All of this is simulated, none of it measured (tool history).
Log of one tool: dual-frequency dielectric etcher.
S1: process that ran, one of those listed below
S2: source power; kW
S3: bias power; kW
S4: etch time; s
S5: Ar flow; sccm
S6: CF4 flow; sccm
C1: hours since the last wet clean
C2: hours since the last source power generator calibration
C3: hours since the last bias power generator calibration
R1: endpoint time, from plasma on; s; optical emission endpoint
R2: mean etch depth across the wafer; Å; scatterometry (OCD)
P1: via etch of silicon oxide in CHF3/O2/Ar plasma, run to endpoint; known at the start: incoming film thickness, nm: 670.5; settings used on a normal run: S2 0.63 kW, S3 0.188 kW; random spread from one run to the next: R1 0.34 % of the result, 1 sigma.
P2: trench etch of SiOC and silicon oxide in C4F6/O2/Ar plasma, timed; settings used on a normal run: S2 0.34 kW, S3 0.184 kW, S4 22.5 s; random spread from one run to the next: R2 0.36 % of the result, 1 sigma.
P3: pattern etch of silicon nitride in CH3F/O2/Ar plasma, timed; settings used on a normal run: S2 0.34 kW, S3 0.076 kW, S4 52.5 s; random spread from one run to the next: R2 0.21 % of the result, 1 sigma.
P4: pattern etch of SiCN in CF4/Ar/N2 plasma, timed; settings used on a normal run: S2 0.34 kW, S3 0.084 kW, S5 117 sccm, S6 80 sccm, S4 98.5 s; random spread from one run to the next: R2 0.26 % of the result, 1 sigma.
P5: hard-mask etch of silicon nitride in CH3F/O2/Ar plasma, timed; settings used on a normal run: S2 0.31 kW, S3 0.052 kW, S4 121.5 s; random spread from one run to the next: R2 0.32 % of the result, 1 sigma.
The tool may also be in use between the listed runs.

| run | hour | S1 | S2 | S3 | S4 | S5 | S6 | C1 | C2 | C3 | R1 | R2 |
|---|---|---|---|---|---|---|---|---|---|---|---|---|
| 1 | 6.7 | P1 | 0.63 | 0.188 |  |  |  | 68.4 | 1519.9 | 598.2 | 338.34 |  |
| 2 | 13.9 | P5 | 0.31 | 0.031 | 121.5 |  |  | 75.6 | 1527.1 | 605.4 |  | 583.6 |
| 3 | 20.6 | P5 | 0.31 | 0.052 | 121.5 |  |  | 82.3 | 1533.8 | 612.1 |  | 686.21 |
| 4 | 25.4 | P3 | 0.34 | 0.047 | 52.5 |  |  | 87.1 | 1538.6 | 616.9 |  | 306.85 |
| 5 | 28.7 | P1 | 0.84 | 0.155 |  |  |  | 90.4 | 1541.9 | 620.2 | 323.97 |  |
| 6 | 35.7 | P4 | 0.34 | 0.084 | 98.5 | 117 | 80 | 97.4 | 1548.9 | 627.2 |  | 689.9 |
| 7 | 42.1 | P3 | 0.34 | 0.076 | 29 |  |  | 103.8 | 1555.3 | 633.6 |  | 199.21 |
| 8 | 49 | P4 | 0.34 | 0.068 | 98.5 | 117 | 80 | 110.7 | 1562.2 | 640.5 |  | 638.41 |
| 9 | 56.2 | P1 | 0.63 | 0.188 |  |  |  | 117.9 | 1569.4 | 647.7 | 337.29 |  |
| 10 | 61.6 | P3 | 0.43 | 0.076 | 52.5 |  |  | 123.3 | 1574.8 | 653.1 |  | 394.26 |
| 11 | 66.2 | P1 | 0.44 | 0.188 |  |  |  | 127.9 | 1579.4 | 657.7 | 388.69 |  |
| 12 | 70.8 | P4 | 0.24 | 0.084 | 98.5 | 117 | 80 | 132.5 | 1584 | 662.3 |  | 509.64 |
| 13 | 78.3 | P1 | 0.63 | 0.188 |  |  |  | 140 | 1591.5 | 669.8 | 338.61 |  |
| 14 | 85.4 | P4 | 0.34 | 0.084 | 98.5 | 117 | 98 | 147.1 | 1598.6 | 676.9 |  | 709.32 |
| 15 | 91.2 | P4 | 0.34 | 0.084 | 130.5 | 117 | 80 | 152.9 | 1604.4 | 682.7 |  | 914.45 |
| 16 | 95.5 | P1 | 0.76 | 0.188 |  |  |  | 157.2 | 1608.7 | 687 | 315.69 |  |
| 17 | 99 | P1 | 0.63 | 0.124 |  |  |  | 160.7 | 1612.2 | 690.5 | 388.45 |  |
| 18 | 102.7 | P2 | 0.25 | 0.184 | 22.5 |  |  | 164.4 | 1615.9 | 694.2 |  | 377.94 |
| 19 | 107.4 | P5 | 0.31 | 0.052 | 121.5 |  |  | 169.1 | 1620.6 | 698.9 |  | 680.4 |
| 20 | 114 | P2 | 0.34 | 0.184 | 34 |  |  | 175.7 | 1627.2 | 705.5 |  | 644.54 |
| 21 | 120.3 | P4 | 0.34 | 0.084 | 98.5 | 76 | 80 | 182 | 1633.5 | 711.8 |  | 729.92 |
| 22 | 127 | P3 | 0.34 | 0.076 | 52.5 |  |  | 188.7 | 1640.2 | 718.5 |  | 359.84 |
| 23 | 132.5 | P1 | 0.41 | 0.222 |  |  |  | 194.2 | 1645.7 | 724 | 377.14 |  |
| 24 | 137.8 | P4 | 0.34 | 0.084 | 98.5 | 117 | 80 | 199.5 | 1651 | 729.3 |  | 691.63 |
| 25 | 142 | P1 | 0.63 | 0.253 |  |  |  | 203.7 | 1655.2 | 733.5 | 305.63 |  |
| 26 | 148.6 | P1 | 0.8 | 0.135 |  |  |  | 210.3 | 1661.8 | 740.1 | 344.21 |  |
| 27 | 154.7 | P5 | 0.21 | 0.052 | 121.5 |  |  | 216.4 | 1667.9 | 746.2 |  | 588.88 |
| 28 | 160.5 | P2 | 0.34 | 0.126 | 22.5 |  |  | 222.2 | 1673.7 | 752 |  | 379.73 |
| 29 | 167.1 | P5 | 0.31 | 0.052 | 79.5 |  |  | 228.8 | 1680.3 | 758.6 |  | 448.1 |
| 30 | 173.1 | P2 | 0.34 | 0.184 | 22.5 |  |  | 234.8 | 1686.3 | 764.6 |  | 425.31 |
| 31 | 178.1 | P2 | 0.34 | 0.184 | 22.5 |  |  | 239.8 | 1691.3 | 769.6 |  | 425.61 |
| 32 | 183.3 | P1 | 0.63 | 0.188 |  |  |  | 245 | 1696.5 | 774.8 | 337.76 |  |
| 33 | 187.1 | P1 | 0.63 | 0.188 |  |  |  | 248.8 | 1700.3 | 778.6 | 341.54 |  |
| 34 | 191.3 | P1 | 0.63 | 0.188 |  |  |  | 253 | 1704.5 | 782.8 | 342.25 |  |
| 35 | 197.4 | P1 | 0.63 | 0.188 |  |  |  | 259.1 | 1710.6 | 788.9 | 340.8 |  |
| 36 | 201.8 | P1 | 0.63 | 0.188 |  |  |  | 263.5 | 1715 | 793.3 | 341.43 |  |
| 37 | 209.3 | P1 | 0.63 | 0.188 |  |  |  | 271 | 1722.5 | 800.8 | 342.79 |  |
| 38 | 216.7 | P1 | 0.63 | 0.188 |  |  |  | 278.4 | 1729.9 | 808.2 | 344.2 |  |
| 39 | 223.6 | P1 | 0.63 | 0.188 |  |  |  | 285.3 | 1736.8 | 815.1 | 343.13 |  |
| 40 | 227.7 | P1 | 0.63 | 0.188 |  |  |  | 289.4 | 1740.9 | 819.2 | 343.37 |  |
|  | 228.4 | wet clean of the chamber |
| 41 | 232.5 | P1 | 0.63 | 0.188 |  |  |  | 4.1 | 1745.7 | 824 | 344.76 |  |
| 42 | 237.3 | P1 | 0.63 | 0.188 |  |  |  | 8.9 | 1750.5 | 828.8 | 342.41 |  |
| 43 | 240.7 | P1 | 0.63 | 0.188 |  |  |  | 12.3 | 1753.9 | 832.2 | 344.23 |  |
| 44 | 246.2 | P1 | 0.63 | 0.188 |  |  |  | 17.8 | 1759.4 | 837.7 | 343.49 |  |

The output of P1 has drifted from where it used to be. Each of the 2 causes below, taken at the size shown beside it, accounts for the log equally well:
A: bias power that arrives under what is set, % = 4.98
B: source power that arrives under what is set, % = 4.4
The creep began at about hour 187.1.
Every other cause this tool's parts could produce, and why it does not fit the log:
chamber walls in a state that lowers the etch rate, %: serviced at hour 228.4, after the change had begun; the process did not return to its earlier output

Below are 4 check runs, each on a single wafer, with their results shown as question marks. Which of them would tell the listed causes apart, meaning the causes would give clearly different results under it?
| check 1 | 251.7 | P2 | 0.26 | 0.184 | 30.5 |  |  |  |  |  |  | ? |
| check 2 | 251.7 | P5 | 0.31 | 0.033 | 79.5 |  |  |  |  |  |  | ? |
| check 3 | 251.7 | P3 | 0.34 | 0.048 | 52.5 |  |  |  |  |  |  | ? |
| check 4 | 251.7 | P4 | 0.25 | 0.084 | 130 | 117 | 80 |  |  |  |  | ? |

What every check run would give for each of its results, assuming each possible cause in turn:
| check | result | if A | if B |
|---|---|---|---|
| check 1 | R2 | 510.42 | 510.08 |
| check 2 | R2 | 384.25 | 382.88 |
| check 3 | R2 | 303.54 | 303.07 |
| check 4 | R2 | 684.64 | 670.93 |
Per check, the gap between the least separated pair of causes, taken in the result that splits them most: check 1 0.07 %; check 2 0.36 %; check 3 0.15 %; check 4 2.02 %
Check 4 is the one run that separates the causes; every other check would come out nearly the same whichever cause is at work.

Check 4 was carried out, with these results: R2 671.78 Å. Which of the listed causes is responsible?

Of the candidate causes, it is B: source power that arrives under what is set, %.
